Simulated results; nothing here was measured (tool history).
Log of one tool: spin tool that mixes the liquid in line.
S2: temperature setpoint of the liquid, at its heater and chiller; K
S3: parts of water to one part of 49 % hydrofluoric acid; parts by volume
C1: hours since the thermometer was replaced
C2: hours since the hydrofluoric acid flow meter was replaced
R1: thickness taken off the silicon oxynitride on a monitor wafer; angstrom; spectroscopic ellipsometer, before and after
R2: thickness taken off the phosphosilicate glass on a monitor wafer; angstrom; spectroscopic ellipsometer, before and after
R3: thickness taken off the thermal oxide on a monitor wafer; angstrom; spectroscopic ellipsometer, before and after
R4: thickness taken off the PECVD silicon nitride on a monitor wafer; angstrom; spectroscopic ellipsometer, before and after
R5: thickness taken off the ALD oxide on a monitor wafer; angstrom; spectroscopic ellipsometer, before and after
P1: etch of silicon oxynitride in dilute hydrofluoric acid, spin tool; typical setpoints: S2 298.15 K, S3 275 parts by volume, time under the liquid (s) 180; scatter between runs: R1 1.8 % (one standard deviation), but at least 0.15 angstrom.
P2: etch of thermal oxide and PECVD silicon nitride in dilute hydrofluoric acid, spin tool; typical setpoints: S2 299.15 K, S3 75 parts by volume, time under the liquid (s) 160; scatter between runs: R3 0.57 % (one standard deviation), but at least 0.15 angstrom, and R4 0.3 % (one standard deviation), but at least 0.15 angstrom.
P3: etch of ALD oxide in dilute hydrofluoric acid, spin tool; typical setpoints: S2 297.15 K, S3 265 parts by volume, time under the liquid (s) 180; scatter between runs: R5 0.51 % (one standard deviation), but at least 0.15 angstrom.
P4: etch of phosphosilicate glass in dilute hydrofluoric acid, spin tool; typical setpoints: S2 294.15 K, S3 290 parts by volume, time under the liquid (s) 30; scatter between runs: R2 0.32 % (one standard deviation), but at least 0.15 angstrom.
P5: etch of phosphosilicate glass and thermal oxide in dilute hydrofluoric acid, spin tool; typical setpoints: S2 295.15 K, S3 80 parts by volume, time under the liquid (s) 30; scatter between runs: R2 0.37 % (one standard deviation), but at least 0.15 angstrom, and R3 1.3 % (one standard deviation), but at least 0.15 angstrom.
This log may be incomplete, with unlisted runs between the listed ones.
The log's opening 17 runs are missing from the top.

run 18 hour=250.5 | process_that_ran=P3 S2=297.15 S3=265 time_under_the_liquid_(s)=180 | C1=958.5 C2=861.2 | R5=54.020
run 19 hour=266.5 | process_that_ran=P2 S2=306.65 S3=75 time_under_the_liquid_(s)=160 | C1=974.5 C2=877.2 | R3=147.1500 R4=165.680
run 20 hour=285.3 | process_that_ran=P4 S2=294.15 S3=140 time_under_the_liquid_(s)=30 | C1=993.3 C2=896.0 | R2=284.380
run 21 hour=301.5 | process_that_ran=P3 S2=297.15 S3=120 time_under_the_liquid_(s)=180 | C1=1009.5 C2=912.2 | R5=141.940
run 22 hour=315.3 | process_that_ran=P5 S2=295.15 S3=125 time_under_the_liquid_(s)=30 | C1=1023.3 C2=926.0 | R2=131.510 R3=10.2290
run 23 hour=332.2 | process_that_ran=P5 S2=295.15 S3=80 time_under_the_liquid_(s)=15 | C1=1040.2 C2=942.9 | R2=107.810 R3=8.4109
run 24 hour=348.2 | process_that_ran=P4 S2=294.15 S3=290 time_under_the_liquid_(s)=15 | C1=1056.2 C2=958.9 | R2=59.176
run 25 hour=362.1 | process_that_ran=P1 S2=304.65 S3=275 time_under_the_liquid_(s)=180 | C1=1070.1 C2=972.8 | R1=19.0790
run 26 hour=379.9 | process_that_ran=P2 S2=299.15 S3=75 time_under_the_liquid_(s)=285 | C1=1087.9 C2=990.6 | R3=194.8500 R4=182.700
run 27 hour=390.2 | process_that_ran=P1 S2=298.15 S3=275 time_under_the_liquid_(s)=180 | C1=1098.2 C2=1000.9 | R1=14.0910
run 28 hour=398.6 | process_that_ran=P1 S2=292.65 S3=275 time_under_the_liquid_(s)=180 | C1=1106.6 C2=1009.3 | R1=11.4390
run 29 hour=412.4 | process_that_ran=P4 S2=294.15 S3=290 time_under_the_liquid_(s)=30 | C1=1120.4 C2=1023.1 | R2=118.480
run 30 hour=429.7 | process_that_ran=P3 S2=297.15 S3=265 time_under_the_liquid_(s)=315 | C1=1137.7 C2=1040.4 | R5=95.922
run 31 hour=442.2 | process_that_ran=P1 S2=298.15 S3=275 time_under_the_liquid_(s)=180 | C1=1150.2 C2=1052.9 | R1=14.7290
run 32 hour=456.9 | process_that_ran=P1 S2=298.15 S3=275 time_under_the_liquid_(s)=180 | C1=1164.9 C2=1067.6 | R1=15.0030
run 33 hour=475.4 | process_that_ran=P1 S2=298.15 S3=275 time_under_the_liquid_(s)=180 | C1=1183.4 C2=1086.1 | R1=15.9950
run 34 hour=494.1 | process_that_ran=P1 S2=298.15 S3=275 time_under_the_liquid_(s)=180 | C1=1202.1 C2=1104.8 | R1=15.9410
run 35 hour=510.4 | process_that_ran=P1 S2=298.15 S3=275 time_under_the_liquid_(s)=180 | C1=1218.4 C2=1121.1 | R1=15.8760

Expected results for the next run?
run 36 hour=521.3 | process_that_ran=P1 S2=298.15 S3=275 time_under_the_liquid_(s)=180 | C1=1229.3 C2=1132.0 | R1=?

{"run 36": {"R1": 16.167}}
